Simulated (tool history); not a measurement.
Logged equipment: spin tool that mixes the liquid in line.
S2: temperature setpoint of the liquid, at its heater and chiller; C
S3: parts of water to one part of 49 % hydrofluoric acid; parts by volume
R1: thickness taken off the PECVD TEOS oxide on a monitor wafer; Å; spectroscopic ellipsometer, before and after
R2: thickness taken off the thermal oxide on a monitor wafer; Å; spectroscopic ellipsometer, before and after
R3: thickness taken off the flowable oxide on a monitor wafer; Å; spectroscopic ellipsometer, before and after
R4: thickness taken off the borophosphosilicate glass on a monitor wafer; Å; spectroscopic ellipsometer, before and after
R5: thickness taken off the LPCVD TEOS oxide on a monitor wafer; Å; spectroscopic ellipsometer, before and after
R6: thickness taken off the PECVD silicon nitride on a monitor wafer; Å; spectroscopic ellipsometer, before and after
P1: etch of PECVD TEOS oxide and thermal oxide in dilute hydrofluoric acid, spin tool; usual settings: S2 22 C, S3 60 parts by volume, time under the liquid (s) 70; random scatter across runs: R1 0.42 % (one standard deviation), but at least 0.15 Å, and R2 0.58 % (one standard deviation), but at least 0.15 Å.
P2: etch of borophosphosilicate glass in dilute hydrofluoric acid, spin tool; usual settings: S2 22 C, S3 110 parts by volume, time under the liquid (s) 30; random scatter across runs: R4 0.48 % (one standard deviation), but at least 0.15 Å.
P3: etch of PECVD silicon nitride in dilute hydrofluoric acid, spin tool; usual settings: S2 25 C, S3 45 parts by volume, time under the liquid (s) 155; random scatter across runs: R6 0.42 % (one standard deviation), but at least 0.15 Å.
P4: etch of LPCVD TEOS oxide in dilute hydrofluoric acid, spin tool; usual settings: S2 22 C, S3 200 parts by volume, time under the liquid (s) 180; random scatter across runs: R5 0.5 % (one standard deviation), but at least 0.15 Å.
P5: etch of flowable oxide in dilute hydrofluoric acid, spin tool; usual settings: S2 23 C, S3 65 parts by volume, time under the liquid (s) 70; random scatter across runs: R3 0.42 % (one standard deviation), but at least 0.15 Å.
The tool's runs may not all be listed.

Run 1, hour 3.1: process that ran P1, S2 22 C, S3 60 parts by volume, time under the liquid (s) 70. Result: R1 171.2 Å, R2 52.363 Å.
Run 2, hour 8.1: process that ran P5, S2 26.5 C, S3 65 parts by volume, time under the liquid (s) 70. Result: R3 338.19 Å.
Run 3, hour 12.4: process that ran P2, S2 22 C, S3 110 parts by volume, time under the liquid (s) 30. Result: R4 118.94 Å.
Run 4, hour 15.2: process that ran P1, S2 25.5 C, S3 60 parts by volume, time under the liquid (s) 40. Result: R1 110.63 Å, R2 34.717 Å.
Run 5, hour 18.3: process that ran P5, S2 23 C, S3 110 parts by volume, time under the liquid (s) 70. Result: R3 164.91 Å.
Run 6, hour 20.7: process that ran P4, S2 22 C, S3 200 parts by volume, time under the liquid (s) 40. Result: R5 27.452 Å.
Run 7, hour 23.4: process that ran P2, S2 22 C, S3 110 parts by volume, time under the liquid (s) 15. Result: R4 59.357 Å.
Run 8, hour 26.5: process that ran P2, S2 17 C, S3 110 parts by volume, time under the liquid (s) 30. Result: R4 96.274 Å.
Run 9, hour 30.4: process that ran P1, S2 22 C, S3 60 parts by volume, time under the liquid (s) 70. Result: R1 170.16 Å, R2 52.465 Å.
Run 10, hour 33.8: process that ran P5, S2 23 C, S3 65 parts by volume, time under the liquid (s) 70. Result: R3 292.78 Å.
Run 11, hour 38.9: process that ran P1, S2 22 C, S3 60 parts by volume, time under the liquid (s) 70. Result: R1 169.95 Å, R2 52.247 Å.
Run 12, hour 43: process that ran P4, S2 22 C, S3 200 parts by volume, time under the liquid (s) 180. Result: R5 124.19 Å.
Run 13, hour 46.8: process that ran P3, S2 25 C, S3 45 parts by volume, time under the liquid (s) 275. Result: R6 208.71 Å.
Run 14, hour 51.1: process that ran P1, S2 27 C, S3 20 parts by volume, time under the liquid (s) 70. Result: R1 666.19 Å, R2 202.5 Å.
Run 15, hour 56.2: process that ran P1, S2 22 C, S3 35 parts by volume, time under the liquid (s) 105. Result: R1 451.24 Å, R2 139.35 Å.
Run 16, hour 61.1: process that ran P1, S2 17.5 C, S3 60 parts by volume, time under the liquid (s) 70. Result: R1 139.14 Å, R2 43.542 Å.
Run 17, hour 65.9: process that ran P4, S2 22 C, S3 35 parts by volume, time under the liquid (s) 180. Result: R5 855.72 Å.
Run 18, hour 70.7: process that ran P1, S2 22 C, S3 60 parts by volume, time under the liquid (s) 70. Result: R1 168.96 Å, R2 52.716 Å.
Run 19, hour 74.9: process that ran P1, S2 22 C, S3 35 parts by volume, time under the liquid (s) 70. Result: R1 301.82 Å, R2 92.559 Å.
Run 20, hour 77.5: process that ran P1, S2 22 C, S3 60 parts by volume, time under the liquid (s) 130. Result: R1 313.52 Å, R2 97.129 Å.
Run 21, hour 80.7: process that ran P1, S2 27 C, S3 60 parts by volume, time under the liquid (s) 70. Result: R1 207.92 Å, R2 63.657 Å.
Run 22, hour 83.3: process that ran P4, S2 17 C, S3 200 parts by volume, time under the liquid (s) 180. Result: R5 102 Å.
Run 23, hour 88.5: process that ran P5, S2 23 C, S3 65 parts by volume, time under the liquid (s) 15. Result: R3 62.785 Å.
Run 24, hour 91.8: process that ran P1, S2 22 C, S3 100 parts by volume, time under the liquid (s) 70. Result: R1 97.316 Å, R2 29.764 Å.
Run 25, hour 95.3: process that ran P1, S2 22 C, S3 60 parts by volume, time under the liquid (s) 70. Result: R1 169.91 Å, R2 52.258 Å.
Run 26, hour 98: process that ran P2, S2 22 C, S3 110 parts by volume, time under the liquid (s) 30. Result: R4 118.64 Å.
Run 27, hour 100.6: process that ran P1, S2 22 C, S3 60 parts by volume, time under the liquid (s) 30. Result: R1 72.797 Å, R2 22.205 Å.
Run 28, hour 105.8: process that ran P2, S2 22 C, S3 200 parts by volume, time under the liquid (s) 30. Result: R4 59.268 Å.
Run 29, hour 110.3: process that ran P4, S2 22 C, S3 200 parts by volume, time under the liquid (s) 180. Result: R5 124.19 Å.
Run 30, hour 114.6: process that ran P3, S2 25 C, S3 45 parts by volume, time under the liquid (s) 155. Result: R6 118.32 Å.
Run 31, hour 117.9: process that ran P1, S2 22 C, S3 60 parts by volume, time under the liquid (s) 70. Result: R1 170.31 Å, R2 52.314 Å.
Run 32, hour 122.5: process that ran P3, S2 25 C, S3 20 parts by volume, time under the liquid (s) 155. Result: R6 259.28 Å.
Run 33, hour 126: process that ran P3, S2 25 C, S3 45 parts by volume, time under the liquid (s) 155. Result: R6 118.21 Å.
Run 34, hour 128.7: process that ran P3, S2 18.5 C, S3 45 parts by volume, time under the liquid (s) 155. Result: R6 75.951 Å.
Run 35, hour 132.8: process that ran P1, S2 22 C, S3 60 parts by volume, time under the liquid (s) 70. Result: R1 169.81 Å, R2 51.89 Å.
Run 36, hour 136.9: process that ran P1, S2 22 C, S3 60 parts by volume, time under the liquid (s) 70. Result: R1 164.32 Å, R2 51.135 Å.
Run 37, hour 141.3: process that ran P1, S2 22 C, S3 60 parts by volume, time under the liquid (s) 70. Result: R1 162.23 Å, R2 49.666 Å.
Run 38, hour 145.1: process that ran P1, S2 22 C, S3 60 parts by volume, time under the liquid (s) 70. Result: R1 160.37 Å, R2 49.188 Å.
Run 39, hour 150.2: process that ran P1, S2 22 C, S3 60 parts by volume, time under the liquid (s) 70. Result: R1 157.94 Å, R2 48.34 Å.
Run 40, hour 155.3: process that ran P1, S2 22 C, S3 60 parts by volume, time under the liquid (s) 70. Result: R1 157.33 Å, R2 48.674 Å.
Run 41, hour 158.6: process that ran P1, S2 22 C, S3 60 parts by volume, time under the liquid (s) 70. Result: R1 157.04 Å, R2 48.649 Å.
Run 42, hour 163: process that ran P1, S2 22 C, S3 60 parts by volume, time under the liquid (s) 70. Result: R1 155.16 Å, R2 47.986 Å.
Run 43, hour 165.9: process that ran P1, S2 22 C, S3 60 parts by volume, time under the liquid (s) 70. Result: R1 155.91 Å, R2 47.973 Å.
Run 44, hour 168.3: process that ran P1, S2 22 C, S3 60 parts by volume, time under the liquid (s) 70. Result: R1 155.19 Å, R2 47.834 Å.
Run 45, hour 172.5: process that ran P1, S2 22 C, S3 60 parts by volume, time under the liquid (s) 70. Result: R1 156.21 Å, R2 47.892 Å.
Run 46, hour 175.6: process that ran P1, S2 22 C, S3 60 parts by volume, time under the liquid (s) 70. Result: R1 155.1 Å, R2 48.155 Å.

What P1 gives has crept away from where it was. These 2 causes fit the log equally well, each at the size given:
A: hydrofluoric acid flow below the setpoint (%) = 7.88
B: liquid colder than its thermometer reads (K) = 2.12
The gradual shift began around hour 132.8.

4 check runs are offered, one wafer each, their results left as question marks. Which one tells the causes apart?
Run check 1, hour 178.7: process that ran P4, S2 17.5 C, S3 200 parts by volume, time under the liquid (s) 45. Result: R5 ?.
Run check 2, hour 178.7: process that ran P2, S2 18.5 C, S3 175 parts by volume, time under the liquid (s) 30. Result: R4 ?.
Run check 3, hour 178.7: process that ran P5, S2 23 C, S3 95 parts by volume, time under the liquid (s) 70. Result: R3 ?.
Run check 4, hour 178.7: process that ran P3, S2 25 C, S3 25 parts by volume, time under the liquid (s) 230. Result: R6 ?.

What every check run would give for each of its results, assuming each possible cause in turn:
  check  result    if A    if B
check 1      R5  23.555  23.857
check 2      R4  54.836  55.455
check 3      R3  176.38  177.44
check 4      R6  286.83  268.57
How far apart the two closest causes lie, in the result that separates them most: check 1 1.27 %; check 2 1.12 %; check 3 0.6 %; check 4 6.58 %
Check 4 tells the causes apart: in the others they would give nearly the same result.

Here is what check 4 returned: R6 268.68 Å. Which cause is it?

B is the cause: liquid colder than its thermometer reads (K).
